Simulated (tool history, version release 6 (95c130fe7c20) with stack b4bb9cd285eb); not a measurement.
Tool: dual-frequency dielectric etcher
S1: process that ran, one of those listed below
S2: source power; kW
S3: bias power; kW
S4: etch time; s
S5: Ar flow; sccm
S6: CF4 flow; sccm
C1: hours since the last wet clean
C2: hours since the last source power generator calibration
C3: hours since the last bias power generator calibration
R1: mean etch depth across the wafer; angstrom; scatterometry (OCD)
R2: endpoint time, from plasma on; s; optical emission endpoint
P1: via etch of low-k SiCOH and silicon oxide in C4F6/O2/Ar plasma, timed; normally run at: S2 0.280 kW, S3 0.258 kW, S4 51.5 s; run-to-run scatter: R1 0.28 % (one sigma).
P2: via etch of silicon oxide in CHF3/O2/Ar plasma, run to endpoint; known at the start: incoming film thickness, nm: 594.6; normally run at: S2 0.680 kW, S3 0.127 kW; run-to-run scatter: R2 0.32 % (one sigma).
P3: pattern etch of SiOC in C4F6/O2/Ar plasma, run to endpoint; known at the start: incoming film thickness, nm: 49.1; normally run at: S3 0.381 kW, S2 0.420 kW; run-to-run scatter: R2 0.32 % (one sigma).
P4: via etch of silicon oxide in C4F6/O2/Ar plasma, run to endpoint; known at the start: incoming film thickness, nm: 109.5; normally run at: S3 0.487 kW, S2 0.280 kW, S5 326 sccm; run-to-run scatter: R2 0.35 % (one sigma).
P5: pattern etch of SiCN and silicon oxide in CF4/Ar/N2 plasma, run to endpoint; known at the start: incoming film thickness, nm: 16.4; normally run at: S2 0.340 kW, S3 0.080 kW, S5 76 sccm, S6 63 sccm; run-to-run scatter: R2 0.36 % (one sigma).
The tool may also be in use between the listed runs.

run,hour,S1,S2,S3,S4,S5,S6,C1,C2,C3,R1,R2
1,15.9,P1,0.280,0.258,51.5,,,347.4,1406.3,1213.6,1161.40,
2,24.1,P5,0.340,0.050,,76,63,355.6,1414.5,1221.8,,26.391
3,36.5,P5,0.340,0.080,,76,82,368.0,1426.9,1234.2,,21.843
4,47.3,P1,0.280,0.258,71.0,,,378.8,1437.7,1245.0,1604.40,
5,61.5,P3,0.420,0.381,,,,393.0,1451.9,1259.2,,17.613
6,77.5,P4,0.280,0.487,,219,,409.0,1467.9,1275.2,,27.071
7,92.3,P1,0.370,0.258,51.5,,,423.8,1482.7,1290.0,1292.50,
8,103.2,P4,0.280,0.487,,326,,434.7,1493.6,1300.9,,28.298
9,112.3,P3,0.420,0.381,,,,443.8,1502.7,1310.0,,17.626
10,121.0,P1,0.280,0.258,36.0,,,452.5,1511.4,1318.7,815.15,
11,135.2,P5,0.440,0.080,,76,63,466.7,1525.6,1332.9,,18.035
12,145.5,P1,0.280,0.258,51.5,,,477.0,1535.9,1343.2,1172.80,
13,156.6,P2,0.680,0.127,,,,488.1,1547.0,1354.3,,314.690
14,174.6,P1,0.280,0.258,51.5,,,506.1,1565.0,1372.3,1171.40,
15,189.1,P2,0.840,0.127,,,,520.6,1579.5,1386.8,,292.020
16,207.9,P5,0.340,0.080,,52,63,539.4,1598.3,1405.6,,21.478
# hour 209.8: source power generator calibrated
17,224.1,P1,0.280,0.365,51.5,,,555.6,14.3,1421.8,1322.00,
18,239.5,P2,0.680,0.080,,,,571.0,29.7,1437.2,,359.410
19,253.1,P1,0.280,0.199,51.5,,,584.6,43.3,1450.8,1065.30,
20,263.4,P3,0.580,0.381,,,,594.9,53.6,1461.1,,15.634
21,275.0,P4,0.280,0.373,,326,,606.5,65.2,1472.7,,30.871
22,291.9,P1,0.330,0.258,70.0,,,623.4,82.1,1489.6,1693.60,
23,307.6,P1,0.220,0.258,51.5,,,639.1,97.8,1505.3,1060.50,
24,317.4,P5,0.340,0.080,,76,63,648.9,107.6,1515.1,,22.540
25,325.8,P3,0.420,0.309,,,,657.3,116.0,1523.5,,18.921
26,343.3,P1,0.280,0.258,51.5,,,674.8,133.5,1541.0,1164.40,
27,352.8,P4,0.170,0.487,,326,,684.3,143.0,1550.5,,33.559
28,366.5,P1,0.280,0.258,51.5,,,698.0,156.7,1564.2,1165.90,
29,378.6,P1,0.280,0.258,51.5,,,710.1,168.8,1576.3,1172.00,
30,390.2,P1,0.280,0.258,51.5,,,721.7,180.4,1587.9,1175.60,
31,399.6,P1,0.280,0.258,51.5,,,731.1,189.8,1597.3,1183.30,
32,415.7,P1,0.280,0.258,51.5,,,747.2,205.9,1613.4,1186.40,
# hour 416.5: wet clean of the chamber
33,434.4,P1,0.280,0.258,51.5,,,17.9,224.6,1632.1,1184.00,
34,448.3,P1,0.280,0.258,51.5,,,31.8,238.5,1646.0,1187.20,
35,461.6,P1,0.280,0.258,51.5,,,45.1,251.8,1659.3,1187.10,

What P1 gives has crept away from where it was. These 2 causes fit the log equally well, each at the size given:
A: source power that arrives over what is set, % = 3.73
B: bias power that arrives over what is set, % = 4.06
The creep began at about hour 366.5.
Why every other cause is out:
chamber walls in a state that raises the etch rate, %: serviced at hour 416.5, which brought nothing back

4 check runs are offered, each on 2 wafers whose results are averaged, their results left as question marks. Which one tells the causes apart?
check 1,474.9,P3,0.530,0.381,,,,,,,,?
check 2,474.9,P2,0.680,0.097,,,,,,,,?
check 3,474.9,P5,0.340,0.050,,76,63,,,,,?
check 4,474.9,P4,0.180,0.487,,326,,,,,,?

What each check would give under each cause:
check,result,if A,if B
check 1,R2,15.946,15.941
check 2,R2,336.750,337.800
check 3,R2,25.445,25.968
check 4,R2,32.592,32.524
How far apart the two closest causes lie, in the result that separates them most: check 1 0.03 %; check 2 0.31 %; check 3 2.03 %; check 4 0.21 %
Only check 3 tells the causes apart: in the others they would give nearly the same result.

Then check 3 was run and gave: R2 25.517 s. Which cause is it?

It is A: source power that arrives over what is set, %.

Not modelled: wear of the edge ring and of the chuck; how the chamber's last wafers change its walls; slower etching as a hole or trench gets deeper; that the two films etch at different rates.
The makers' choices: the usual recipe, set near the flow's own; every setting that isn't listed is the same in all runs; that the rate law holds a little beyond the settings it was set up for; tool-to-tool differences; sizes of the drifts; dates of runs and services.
